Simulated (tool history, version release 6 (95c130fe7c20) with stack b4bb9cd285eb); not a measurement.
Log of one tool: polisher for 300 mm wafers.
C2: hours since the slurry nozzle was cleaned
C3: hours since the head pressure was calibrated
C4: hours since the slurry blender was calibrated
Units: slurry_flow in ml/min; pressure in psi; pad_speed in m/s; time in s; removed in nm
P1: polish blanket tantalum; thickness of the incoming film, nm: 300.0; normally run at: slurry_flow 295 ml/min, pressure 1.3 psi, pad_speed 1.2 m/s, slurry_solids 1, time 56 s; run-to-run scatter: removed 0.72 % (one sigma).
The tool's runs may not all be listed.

{"run": 1, "day": 0.142, "slurry_flow": 295, "pressure": 1.3, "pad_speed": 1.2, "slurry_solids": 1, "time": 56, "wafers polished on this pad": 635, "C2": 246.2, "C3": 145.7, "C4": 57.2, "removed": 84.224}
{"run": 2, "day": 0.321, "slurry_flow": 200, "pressure": 1.3, "pad_speed": 1.2, "slurry_solids": 1, "time": 71, "wafers polished on this pad": 663, "C2": 250.5, "C3": 150, "C4": 61.5, "removed": 102.2}
{"run": 3, "day": 0.546, "slurry_flow": 295, "pressure": 1.3, "pad_speed": 1.2, "slurry_solids": 0.55, "time": 79, "wafers polished on this pad": 699, "C2": 255.9, "C3": 155.4, "C4": 66.9, "removed": 94.343}
{"run": 4, "day": 0.75, "slurry_flow": 295, "pressure": 1.3, "pad_speed": 1.2, "slurry_solids": 1, "time": 85, "wafers polished on this pad": 731, "C2": 260.8, "C3": 160.3, "C4": 71.8, "removed": 126.77}
{"run": 5, "day": 0.979, "slurry_flow": 430, "pressure": 1.3, "pad_speed": 1.2, "slurry_solids": 1, "time": 56, "wafers polished on this pad": 767, "C2": 266.3, "C3": 165.8, "C4": 77.3, "removed": 86.724}
{"run": 6, "day": 1.1, "slurry_flow": 295, "pressure": 1.3, "pad_speed": 0.76, "slurry_solids": 1, "time": 56, "wafers polished on this pad": 786, "C2": 269.2, "C3": 168.7, "C4": 80.2, "removed": 53.211}
{"run": 7, "day": 1.233, "slurry_flow": 175, "pressure": 1.3, "pad_speed": 1.2, "slurry_solids": 1, "time": 56, "wafers polished on this pad": 807, "C2": 272.4, "C3": 171.9, "C4": 83.4, "removed": 78.975}
{"run": 8, "day": 1.417, "slurry_flow": 295, "pressure": 1.3, "pad_speed": 1.2, "slurry_solids": 1, "time": 56, "wafers polished on this pad": 835, "C2": 276.8, "C3": 176.3, "C4": 87.8, "removed": 83.692}
{"run": 9, "day": 1.612, "slurry_flow": 295, "pressure": 1.3, "pad_speed": 1.2, "slurry_solids": 1, "time": 56, "wafers polished on this pad": 866, "C2": 281.5, "C3": 181, "C4": 92.5, "removed": 84.764}
{"run": 10, "day": 1.771, "slurry_flow": 295, "pressure": 1.3, "pad_speed": 1.2, "slurry_solids": 1, "time": 31, "wafers polished on this pad": 891, "C2": 285.3, "C3": 184.8, "C4": 96.3, "removed": 45.882}
{"day": 1.788, "done": "head pressure recalibrated"}
{"run": 11, "day": 1.962, "slurry_flow": 295, "pressure": 1.3, "pad_speed": 1.2, "slurry_solids": 1.25, "time": 56, "wafers polished on this pad": 921, "C2": 289.9, "C3": 4.2, "C4": 100.9, "removed": 88.398}
{"run": 12, "day": 2.071, "slurry_flow": 295, "pressure": 0.6, "pad_speed": 1.2, "slurry_solids": 1, "time": 56, "wafers polished on this pad": 938, "C2": 292.5, "C3": 6.8, "C4": 103.5, "removed": 38.047}
{"run": 13, "day": 2.238, "slurry_flow": 295, "pressure": 2, "pad_speed": 1.2, "slurry_solids": 1, "time": 56, "wafers polished on this pad": 964, "C2": 296.5, "C3": 10.8, "C4": 107.5, "removed": 127.52}
{"run": 14, "day": 2.388, "slurry_flow": 295, "pressure": 1.3, "pad_speed": 1.2, "slurry_solids": 1, "time": 56, "wafers polished on this pad": 988, "C2": 300.1, "C3": 14.4, "C4": 111.1, "removed": 83.508}
{"run": 15, "day": 2.546, "slurry_flow": 295, "pressure": 1.3, "pad_speed": 1.68, "slurry_solids": 1, "time": 56, "wafers polished on this pad": 1013, "C2": 303.9, "C3": 18.2, "C4": 114.9, "removed": 118.42}
{"run": 16, "day": 2.783, "slurry_flow": 295, "pressure": 1.3, "pad_speed": 1.2, "slurry_solids": 0.55, "time": 56, "wafers polished on this pad": 1050, "C2": 309.6, "C3": 23.9, "C4": 120.6, "removed": 67.643}
{"run": 17, "day": 3.0, "slurry_flow": 295, "pressure": 1.3, "pad_speed": 1.2, "slurry_solids": 1, "time": 56, "wafers polished on this pad": 1084, "C2": 314.8, "C3": 29.1, "C4": 125.8, "removed": 84.047}
{"run": 18, "day": 3.204, "slurry_flow": 295, "pressure": 1.3, "pad_speed": 1.2, "slurry_solids": 1, "time": 56, "wafers polished on this pad": 1116, "C2": 319.7, "C3": 34, "C4": 130.7, "removed": 84.183}
{"run": 19, "day": 3.379, "slurry_flow": 295, "pressure": 1.3, "pad_speed": 1.2, "slurry_solids": 1, "time": 56, "wafers polished on this pad": 1144, "C2": 323.9, "C3": 38.2, "C4": 134.9, "removed": 80.252}

The next listed run, before its measurement:
{"run": 20, "day": 3.529, "slurry_flow": 295, "pressure": 1.3, "pad_speed": 1.2, "slurry_solids": 1, "time": 56, "wafers polished on this pad": 1167, "C2": 327.5, "C3": 41.8, "C4": 138.5, "removed": "?"}

Run 20 gave removed 79.05 nm.
